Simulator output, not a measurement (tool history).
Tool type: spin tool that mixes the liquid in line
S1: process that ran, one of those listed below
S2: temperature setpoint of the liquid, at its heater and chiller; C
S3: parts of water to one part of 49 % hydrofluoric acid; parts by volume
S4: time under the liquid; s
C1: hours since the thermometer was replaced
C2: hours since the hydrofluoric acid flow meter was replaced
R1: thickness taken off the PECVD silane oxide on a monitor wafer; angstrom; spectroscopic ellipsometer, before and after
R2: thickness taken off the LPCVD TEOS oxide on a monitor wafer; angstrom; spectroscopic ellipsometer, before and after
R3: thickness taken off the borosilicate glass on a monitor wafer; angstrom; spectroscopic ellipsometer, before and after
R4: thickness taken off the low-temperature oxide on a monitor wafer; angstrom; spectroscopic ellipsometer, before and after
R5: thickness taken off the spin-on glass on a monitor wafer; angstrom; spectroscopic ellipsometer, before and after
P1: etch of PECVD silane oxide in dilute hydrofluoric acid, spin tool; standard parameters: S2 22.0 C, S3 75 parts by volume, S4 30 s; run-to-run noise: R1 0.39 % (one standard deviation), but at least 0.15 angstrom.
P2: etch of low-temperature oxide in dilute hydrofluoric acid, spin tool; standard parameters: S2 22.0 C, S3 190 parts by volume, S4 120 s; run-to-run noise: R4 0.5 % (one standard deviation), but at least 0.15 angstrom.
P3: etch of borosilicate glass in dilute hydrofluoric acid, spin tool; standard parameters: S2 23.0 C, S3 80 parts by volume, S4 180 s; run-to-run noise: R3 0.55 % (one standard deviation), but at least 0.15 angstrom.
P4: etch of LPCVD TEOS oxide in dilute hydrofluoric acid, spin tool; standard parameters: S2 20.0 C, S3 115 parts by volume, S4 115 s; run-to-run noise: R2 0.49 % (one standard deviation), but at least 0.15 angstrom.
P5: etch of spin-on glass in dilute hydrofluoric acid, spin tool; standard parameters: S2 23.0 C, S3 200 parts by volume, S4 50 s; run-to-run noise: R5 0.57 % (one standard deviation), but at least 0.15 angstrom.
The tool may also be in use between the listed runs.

Run 1, hour 6.5: S1 P1, S2 22.0 C, S3 75 parts by volume, S4 30 s; C1 714.2; C2 944.5. Result: R1 102.600 angstrom.
Run 2, hour 13.2: S1 P1, S2 22.0 C, S3 20 parts by volume, S4 30 s; C1 720.9; C2 951.2. Result: R1 412.280 angstrom.
Run 3, hour 19.5: S1 P1, S2 22.0 C, S3 75 parts by volume, S4 15 s; C1 727.2; C2 957.5. Result: R1 51.580 angstrom.
Run 4, hour 24.2: S1 P1, S2 22.0 C, S3 75 parts by volume, S4 50 s; C1 731.9; C2 962.2. Result: R1 171.790 angstrom.
Run 5, hour 29.9: S1 P4, S2 17.0 C, S3 115 parts by volume, S4 115 s; C1 737.6; C2 967.9. Result: R2 179.55 angstrom.
Run 6, hour 33.3: S1 P1, S2 22.0 C, S3 75 parts by volume, S4 30 s; C1 741.0; C2 971.3. Result: R1 103.270 angstrom.
Run 7, hour 36.7: S1 P1, S2 22.0 C, S3 75 parts by volume, S4 30 s; C1 744.4; C2 974.7. Result: R1 103.200 angstrom.
Run 8, hour 40.2: S1 P3, S2 23.0 C, S3 115 parts by volume, S4 180 s; C1 747.9; C2 978.2. Result: R3 344.22 angstrom.
Run 9, hour 45.4: S1 P2, S2 22.0 C, S3 190 parts by volume, S4 120 s; C1 753.1; C2 983.4. Result: R4 70.1100 angstrom.
Run 10, hour 51.2: S1 P4, S2 20.0 C, S3 115 parts by volume, S4 115 s; C1 758.9; C2 989.2. Result: R2 203.92 angstrom.
Run 11, hour 56.4: S1 P1, S2 17.0 C, S3 75 parts by volume, S4 45 s; C1 764.1; C2 994.4. Result: R1 125.260 angstrom.
Run 12, hour 62.2: S1 P5, S2 23.0 C, S3 50 parts by volume, S4 50 s; C1 769.9; C2 1000.2. Result: R5 546.70 angstrom.
Run 13, hour 68.1: S1 P1, S2 22.0 C, S3 75 parts by volume, S4 30 s; C1 775.8; C2 1006.1. Result: R1 103.060 angstrom.
Run 14, hour 71.0: S1 P2, S2 22.0 C, S3 190 parts by volume, S4 15 s; C1 778.7; C2 1009.0. Result: R4 8.6933 angstrom.
Run 15, hour 74.9: S1 P1, S2 17.0 C, S3 75 parts by volume, S4 30 s; C1 782.6; C2 1012.9. Result: R1 83.454 angstrom.
Run 16, hour 81.6: S1 P3, S2 23.0 C, S3 80 parts by volume, S4 35 s; C1 789.3; C2 1019.6. Result: R3 102.19 angstrom.
Run 17, hour 88.1: S1 P1, S2 29.5 C, S3 75 parts by volume, S4 30 s; C1 795.8; C2 1026.1. Result: R1 139.440 angstrom.
Run 18, hour 92.1: S1 P3, S2 17.0 C, S3 80 parts by volume, S4 180 s; C1 799.8; C2 1030.1. Result: R3 409.40 angstrom.
Run 19, hour 98.6: S1 P1, S2 22.0 C, S3 75 parts by volume, S4 30 s; C1 806.3; C2 1036.6. Result: R1 102.990 angstrom.

Expected results for the next run?
Run 20, hour 103.3: S1 P5, S2 30.5 C, S3 200 parts by volume, S4 50 s; C1 811.0; C2 1041.3. Result: R5 ?.

R5: 152.25 angstrom

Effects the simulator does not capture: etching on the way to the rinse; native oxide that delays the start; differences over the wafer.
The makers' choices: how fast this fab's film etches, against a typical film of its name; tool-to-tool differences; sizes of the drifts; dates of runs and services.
